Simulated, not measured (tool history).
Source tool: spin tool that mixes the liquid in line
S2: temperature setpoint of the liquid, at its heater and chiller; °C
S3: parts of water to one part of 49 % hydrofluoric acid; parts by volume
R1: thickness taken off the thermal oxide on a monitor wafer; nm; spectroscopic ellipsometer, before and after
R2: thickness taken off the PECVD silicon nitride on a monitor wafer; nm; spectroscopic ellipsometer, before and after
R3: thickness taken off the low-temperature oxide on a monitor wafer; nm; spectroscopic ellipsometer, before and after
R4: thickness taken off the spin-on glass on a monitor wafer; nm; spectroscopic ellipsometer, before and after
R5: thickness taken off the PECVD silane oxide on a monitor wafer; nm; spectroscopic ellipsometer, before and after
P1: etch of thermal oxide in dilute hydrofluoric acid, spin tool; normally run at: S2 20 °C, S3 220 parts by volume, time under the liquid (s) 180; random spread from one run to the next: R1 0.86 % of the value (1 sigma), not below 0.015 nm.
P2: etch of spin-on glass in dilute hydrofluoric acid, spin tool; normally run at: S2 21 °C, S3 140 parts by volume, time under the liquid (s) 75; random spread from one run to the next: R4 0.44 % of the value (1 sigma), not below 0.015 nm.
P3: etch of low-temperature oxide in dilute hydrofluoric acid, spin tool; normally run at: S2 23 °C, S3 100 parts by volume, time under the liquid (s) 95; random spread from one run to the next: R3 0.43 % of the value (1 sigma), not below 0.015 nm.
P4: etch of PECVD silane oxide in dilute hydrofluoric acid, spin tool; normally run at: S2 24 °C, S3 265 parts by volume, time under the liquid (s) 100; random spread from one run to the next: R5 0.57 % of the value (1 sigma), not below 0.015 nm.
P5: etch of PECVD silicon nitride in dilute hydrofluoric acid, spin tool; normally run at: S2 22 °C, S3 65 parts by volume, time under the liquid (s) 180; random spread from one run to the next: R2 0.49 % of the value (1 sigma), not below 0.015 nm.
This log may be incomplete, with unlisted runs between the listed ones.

Run 1, hour 7.5: process that ran P1, S2 20 °C, S3 220 parts by volume, time under the liquid (s) 180. Result: R1 2.813 nm.
Run 2, hour 19.1: process that ran P1, S2 20 °C, S3 145 parts by volume, time under the liquid (s) 60. Result: R1 1.494 nm.
Run 3, hour 28.2: process that ran P1, S2 20 °C, S3 40 parts by volume, time under the liquid (s) 180. Result: R1 18.786 nm.
Run 4, hour 34: process that ran P1, S2 25 °C, S3 220 parts by volume, time under the liquid (s) 180. Result: R1 3.3801 nm.
Run 5, hour 43.2: process that ran P1, S2 20 °C, S3 390 parts by volume, time under the liquid (s) 180. Result: R1 1.3775 nm.
Run 6, hour 50.9: process that ran P5, S2 29 °C, S3 65 parts by volume, time under the liquid (s) 180. Result: R2 21.508 nm.
Run 7, hour 60.2: process that ran P1, S2 20 °C, S3 220 parts by volume, time under the liquid (s) 180. Result: R1 2.7961 nm.
Run 8, hour 69.3: process that ran P1, S2 20 °C, S3 220 parts by volume, time under the liquid (s) 180. Result: R1 2.8397 nm.
Run 9, hour 80.2: process that ran P3, S2 23 °C, S3 100 parts by volume, time under the liquid (s) 45. Result: R3 6.82 nm.
Run 10, hour 90: process that ran P2, S2 17 °C, S3 140 parts by volume, time under the liquid (s) 75. Result: R4 18.114 nm.
At hour 98.6: thermometer replaced.
Run 11, hour 101.6: process that ran P1, S2 20 °C, S3 220 parts by volume, time under the liquid (s) 180. Result: R1 2.787 nm.
Run 12, hour 113.2: process that ran P4, S2 24 °C, S3 265 parts by volume, time under the liquid (s) 100. Result: R5 9.0778 nm.
Run 13, hour 123.6: process that ran P1, S2 17 °C, S3 220 parts by volume, time under the liquid (s) 180. Result: R1 2.5286 nm.
Run 14, hour 131.5: process that ran P1, S2 20 °C, S3 125 parts by volume, time under the liquid (s) 295. Result: R1 8.9245 nm.
Run 15, hour 141.6: process that ran P5, S2 22 °C, S3 65 parts by volume, time under the liquid (s) 180. Result: R2 13.513 nm.
Run 16, hour 148.8: process that ran P4, S2 30.5 °C, S3 265 parts by volume, time under the liquid (s) 100. Result: R5 11.298 nm.
Run 17, hour 157.3: process that ran P4, S2 24 °C, S3 265 parts by volume, time under the liquid (s) 100. Result: R5 9.1077 nm.
Run 18, hour 164: process that ran P4, S2 24 °C, S3 265 parts by volume, time under the liquid (s) 15. Result: R5 1.3751 nm.
Run 19, hour 170.9: process that ran P5, S2 22 °C, S3 65 parts by volume, time under the liquid (s) 335. Result: R2 25.255 nm.
Run 20, hour 177.1: process that ran P1, S2 20 °C, S3 220 parts by volume, time under the liquid (s) 180. Result: R1 2.8169 nm.
Run 21, hour 184: process that ran P1, S2 20 °C, S3 220 parts by volume, time under the liquid (s) 330. Result: R1 5.2071 nm.
Run 22, hour 192.8: process that ran P1, S2 20 °C, S3 220 parts by volume, time under the liquid (s) 180. Result: R1 2.8073 nm.
Run 23, hour 198.6: process that ran P1, S2 20 °C, S3 220 parts by volume, time under the liquid (s) 65. Result: R1 1.005 nm.
Run 24, hour 208.1: process that ran P5, S2 22 °C, S3 90 parts by volume, time under the liquid (s) 180. Result: R2 9.8232 nm.
Run 25, hour 218.6: process that ran P1, S2 17 °C, S3 320 parts by volume, time under the liquid (s) 180. Result: R1 1.6195 nm.
Run 26, hour 228.1: process that ran P3, S2 23 °C, S3 100 parts by volume, time under the liquid (s) 95. Result: R3 14.463 nm.
Run 27, hour 234.2: process that ran P3, S2 30 °C, S3 100 parts by volume, time under the liquid (s) 95. Result: R3 18.92 nm.
Run 28, hour 239.5: process that ran P3, S2 23 °C, S3 180 parts by volume, time under the liquid (s) 95. Result: R3 7.3153 nm.
Run 29, hour 247.9: process that ran P3, S2 23 °C, S3 100 parts by volume, time under the liquid (s) 95. Result: R3 14.48 nm.
Run 30, hour 257.7: process that ran P5, S2 22 °C, S3 65 parts by volume, time under the liquid (s) 180. Result: R2 13.574 nm.
Run 31, hour 263: process that ran P2, S2 21 °C, S3 140 parts by volume, time under the liquid (s) 75. Result: R4 21.293 nm.
Run 32, hour 270.5: process that ran P2, S2 21 °C, S3 140 parts by volume, time under the liquid (s) 20. Result: R4 5.7144 nm.
Run 33, hour 278.2: process that ran P4, S2 24 °C, S3 125 parts by volume, time under the liquid (s) 100. Result: R5 22.457 nm.
Run 34, hour 288.7: process that ran P2, S2 21 °C, S3 250 parts by volume, time under the liquid (s) 75. Result: R4 10.634 nm.
Run 35, hour 294.9: process that ran P1, S2 20 °C, S3 220 parts by volume, time under the liquid (s) 180. Result: R1 2.7936 nm.
Run 36, hour 303.7: process that ran P1, S2 20 °C, S3 220 parts by volume, time under the liquid (s) 180. Result: R1 2.9461 nm.
Run 37, hour 315: process that ran P1, S2 20 °C, S3 220 parts by volume, time under the liquid (s) 180. Result: R1 2.9725 nm.
Run 38, hour 320.8: process that ran P1, S2 20 °C, S3 220 parts by volume, time under the liquid (s) 180. Result: R1 2.9839 nm.
Run 39, hour 328: process that ran P1, S2 20 °C, S3 220 parts by volume, time under the liquid (s) 180. Result: R1 3.0164 nm.
Run 40, hour 333.2: process that ran P1, S2 20 °C, S3 220 parts by volume, time under the liquid (s) 180. Result: R1 3.07 nm.
Run 41, hour 344.7: process that ran P1, S2 20 °C, S3 220 parts by volume, time under the liquid (s) 180. Result: R1 2.9936 nm.
Run 42, hour 355.8: process that ran P1, S2 20 °C, S3 220 parts by volume, time under the liquid (s) 180. Result: R1 3.0682 nm.
Run 43, hour 364.3: process that ran P1, S2 20 °C, S3 220 parts by volume, time under the liquid (s) 180. Result: R1 3.1192 nm.

The output of P1 has drifted from where it used to be. Each of the 2 causes below, taken at the size shown beside it, accounts for the log equally well:
A: hydrofluoric acid flow above the setpoint (%) = 7.4
B: liquid hotter than its thermometer reads (K) = 2.29
At approximately hour 294.9, the process output began to creep.

The check runs listed below each take one wafer, and their results are still question marks. Under which run would the listed causes lead to clearly different results?
Run check 1, hour 372.8: process that ran P5, S2 22 °C, S3 65 parts by volume, time under the liquid (s) 295. Result: R2 ?.
Run check 2, hour 372.8: process that ran P3, S2 23 °C, S3 175 parts by volume, time under the liquid (s) 95. Result: R3 ?.
Run check 3, hour 372.8: process that ran P4, S2 24 °C, S3 265 parts by volume, time under the liquid (s) 25. Result: R5 ?.
Run check 4, hour 372.8: process that ran P2, S2 21 °C, S3 245 parts by volume, time under the liquid (s) 35. Result: R4 ?.

If the cause were each of the candidates in turn, the checks would give the following:
  check  result    if A    if B
check 1      R2  23.828  25.929
check 2      R3  8.2603  8.2717
check 3      R5  2.4807  2.4565
check 4      R4  5.5681  5.5478
Separation of the two closest causes in each check, using whichever result separates them best: check 1 8.45 %; check 2 0.14 %; check 3 0.98 %; check 4 0.37 %
Check 1 is the one run that separates the causes; every other check would come out nearly the same whichever cause is at work.

With check 1 done, the readings were: R2 25.825 nm. Identify which of the listed causes applies.

The correct cause is B, namely: liquid hotter than its thermometer reads (K).
